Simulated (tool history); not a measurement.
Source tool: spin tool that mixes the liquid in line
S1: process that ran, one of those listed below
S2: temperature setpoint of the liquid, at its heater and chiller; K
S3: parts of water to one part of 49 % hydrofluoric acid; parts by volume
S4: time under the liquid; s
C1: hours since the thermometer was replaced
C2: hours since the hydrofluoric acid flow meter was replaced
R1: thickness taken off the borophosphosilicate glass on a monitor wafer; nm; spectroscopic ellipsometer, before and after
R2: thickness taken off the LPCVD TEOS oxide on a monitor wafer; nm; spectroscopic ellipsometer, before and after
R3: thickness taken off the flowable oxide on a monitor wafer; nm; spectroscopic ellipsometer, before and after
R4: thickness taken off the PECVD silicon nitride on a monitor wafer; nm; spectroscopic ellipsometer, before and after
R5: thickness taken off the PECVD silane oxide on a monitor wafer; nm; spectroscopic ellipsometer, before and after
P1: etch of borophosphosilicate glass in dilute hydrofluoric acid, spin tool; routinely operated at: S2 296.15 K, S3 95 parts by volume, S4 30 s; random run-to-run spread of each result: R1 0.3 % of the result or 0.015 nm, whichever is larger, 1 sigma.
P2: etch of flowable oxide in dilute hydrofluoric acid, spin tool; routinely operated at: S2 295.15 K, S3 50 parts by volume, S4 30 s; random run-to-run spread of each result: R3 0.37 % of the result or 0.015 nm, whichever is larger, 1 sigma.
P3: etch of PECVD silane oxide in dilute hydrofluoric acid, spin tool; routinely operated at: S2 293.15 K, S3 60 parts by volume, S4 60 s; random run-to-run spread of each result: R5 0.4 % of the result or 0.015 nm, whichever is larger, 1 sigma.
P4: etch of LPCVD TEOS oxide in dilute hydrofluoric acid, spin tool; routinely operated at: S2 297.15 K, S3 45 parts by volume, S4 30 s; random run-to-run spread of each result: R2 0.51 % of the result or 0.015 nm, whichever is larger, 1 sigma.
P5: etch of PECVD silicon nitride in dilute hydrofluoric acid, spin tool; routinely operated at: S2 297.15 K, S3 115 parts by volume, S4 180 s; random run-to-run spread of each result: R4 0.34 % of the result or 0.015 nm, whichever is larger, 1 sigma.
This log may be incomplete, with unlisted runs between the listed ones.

| run | day | S1 | S2 | S3 | S4 | C1 | C2 | R1 | R2 | R3 | R4 | R5 |
|---|---|---|---|---|---|---|---|---|---|---|---|---|
| 1 | 0.65 | P1 | 296.15 | 95 | 30 | 196.9 | 352.4 | 12.546 |  |  |  |  |
| 2 | 1.058 | P4 | 297.15 | 70 | 30 | 206.7 | 362.2 |  | 9.613 |  |  |  |
| 3 | 1.646 | P2 | 295.15 | 50 | 15 | 220.8 | 376.3 |  |  | 12.511 |  |  |
| 4 | 2.408 | P1 | 296.15 | 155 | 30 | 239.1 | 394.6 | 7.1734 |  |  |  |  |
| 5 | 3.012 | P1 | 296.15 | 95 | 30 | 253.6 | 409.1 | 12.54 |  |  |  |  |
| 6 | 3.458 | P1 | 296.15 | 95 | 50 | 264.3 | 419.8 | 20.993 |  |  |  |  |
| 7 | 4.025 | P2 | 303.15 | 50 | 30 | 277.9 | 433.4 |  |  | 34.893 |  |  |
| 8 | 4.529 | P1 | 296.15 | 95 | 30 | 290 | 445.5 | 12.528 |  |  |  |  |
| 9 | 5.112 | P2 | 295.15 | 50 | 30 | 304 | 459.5 |  |  | 25.104 |  |  |
| 10 | 5.579 | P5 | 297.15 | 205 | 180 | 315.2 | 470.7 |  |  |  | 3.5473 |  |
| 11 | 6.312 | P3 | 293.15 | 60 | 60 | 332.8 | 488.3 |  |  |  |  | 34.892 |
|  | 6.983 | thermometer replaced |
| 12 | 7.088 | P2 | 295.15 | 50 | 30 | 2.6 | 506.9 |  |  | 25.194 |  |  |
| 13 | 7.788 | P1 | 296.15 | 95 | 15 | 19.4 | 523.7 | 6.2586 |  |  |  |  |
| 14 | 8.338 | P5 | 290.15 | 115 | 180 | 32.6 | 536.9 |  |  |  | 3.8881 |  |
| 15 | 8.954 | P3 | 293.15 | 60 | 60 | 47.4 | 551.7 |  |  |  |  | 34.934 |
| 16 | 9.617 | P2 | 295.15 | 90 | 30 | 63.3 | 567.6 |  |  | 13.328 |  |  |
| 17 | 10.092 | P5 | 297.15 | 115 | 180 | 74.7 | 579 |  |  |  | 6.2942 |  |
| 18 | 10.492 | P3 | 293.15 | 60 | 15 | 84.3 | 588.6 |  |  |  |  | 8.6864 |
| 19 | 11.204 | P1 | 296.15 | 20 | 30 | 101.4 | 605.7 | 65.667 |  |  |  |  |
| 20 | 11.579 | P1 | 296.15 | 95 | 30 | 110.4 | 614.7 | 12.517 |  |  |  |  |
| 21 | 12.2 | P3 | 293.15 | 20 | 60 | 125.3 | 629.6 |  |  |  |  | 109.21 |
| 22 | 12.946 | P5 | 297.15 | 115 | 75 | 143.2 | 647.5 |  |  |  | 2.64 |  |
| 23 | 13.5 | P1 | 290.15 | 95 | 30 | 156.5 | 660.8 | 9.8116 |  |  |  |  |
| 24 | 14.046 | P1 | 290.15 | 95 | 45 | 169.6 | 673.9 | 14.623 |  |  |  |  |
| 25 | 14.717 | P1 | 296.15 | 95 | 30 | 185.7 | 690 | 12.566 |  |  |  |  |
| 26 | 15.471 | P4 | 297.15 | 45 | 60 | 203.8 | 708.1 |  | 31.242 |  |  |  |
| 27 | 15.958 | P4 | 297.15 | 45 | 30 | 215.5 | 719.8 |  | 15.524 |  |  |  |
| 28 | 16.542 | P4 | 303.65 | 45 | 30 | 229.5 | 733.8 |  | 20.242 |  |  |  |
| 29 | 17.192 | P1 | 304.15 | 95 | 30 | 245.1 | 749.4 | 17.148 |  |  |  |  |
| 30 | 17.962 | P3 | 300.15 | 60 | 60 | 263.6 | 767.9 |  |  |  |  | 46.052 |
| 31 | 18.429 | P1 | 296.15 | 95 | 30 | 274.8 | 779.1 | 12.55 |  |  |  |  |
| 32 | 19 | P1 | 296.15 | 95 | 30 | 288.5 | 792.8 | 12.165 |  |  |  |  |
| 33 | 19.704 | P1 | 296.15 | 95 | 30 | 305.4 | 809.7 | 11.861 |  |  |  |  |
| 34 | 20.188 | P1 | 296.15 | 95 | 30 | 317 | 821.3 | 11.733 |  |  |  |  |
| 35 | 20.7 | P1 | 296.15 | 95 | 30 | 329.3 | 833.6 | 11.64 |  |  |  |  |
| 36 | 21.075 | P1 | 296.15 | 95 | 30 | 338.3 | 842.6 | 11.597 |  |  |  |  |
| 37 | 21.5 | P1 | 296.15 | 95 | 30 | 348.5 | 852.8 | 11.478 |  |  |  |  |
| 38 | 21.888 | P1 | 296.15 | 95 | 30 | 357.8 | 862.1 | 11.496 |  |  |  |  |
| 39 | 22.346 | P1 | 296.15 | 95 | 30 | 368.8 | 873.1 | 11.468 |  |  |  |  |
| 40 | 22.921 | P1 | 296.15 | 95 | 30 | 382.6 | 886.9 | 11.432 |  |  |  |  |
| 41 | 23.629 | P1 | 296.15 | 95 | 30 | 399.6 | 903.9 | 11.431 |  |  |  |  |

Compared with where it was, what P1 gives has crept away. Each cause listed below fits the log as well as the rest, at the size given for it:
A: hydrofluoric acid flow below the setpoint (%) = 7.76
B: liquid colder than its thermometer reads (K) = 2.24
The onset of the drift is placed at about day 18.429.

Each of the 4 check runs below uses one wafer; its results are left as question marks. Which run tells the causes apart?
| check 1 | 24.338 | P5 | 291.15 | 185 | 180 |  |  |  |  |  | ? |  |
| check 2 | 24.338 | P3 | 299.65 | 60 | 25 |  |  |  |  |  |  | ? |
| check 3 | 24.338 | P4 | 303.15 | 45 | 30 |  |  |  | ? |  |  |  |
| check 4 | 24.338 | P2 | 302.65 | 65 | 30 |  |  |  |  | ? |  |  |

What every check run would give for each of its results, assuming each possible cause in turn:
| check | result | if A | if B |
|---|---|---|---|
| check 1 | R4 | 2.4663 | 2.2899 |
| check 2 | R5 | 17.346 | 17.3 |
| check 3 | R2 | 18.125 | 18.082 |
| check 4 | R3 | 23.465 | 23.488 |
How far apart the two closest causes lie, in the result that separates them most: check 1 7.42 %; check 2 0.26 %; check 3 0.24 %; check 4 0.1 %
Of the check runs offered, only check 1 discriminates between the causes; the rest would read about the same regardless of which cause applies.

After running check 1, the following was obtained: R4 2.4592 nm. Which cause does this point to?

The correct cause is A, namely: hydrofluoric acid flow below the setpoint (%).

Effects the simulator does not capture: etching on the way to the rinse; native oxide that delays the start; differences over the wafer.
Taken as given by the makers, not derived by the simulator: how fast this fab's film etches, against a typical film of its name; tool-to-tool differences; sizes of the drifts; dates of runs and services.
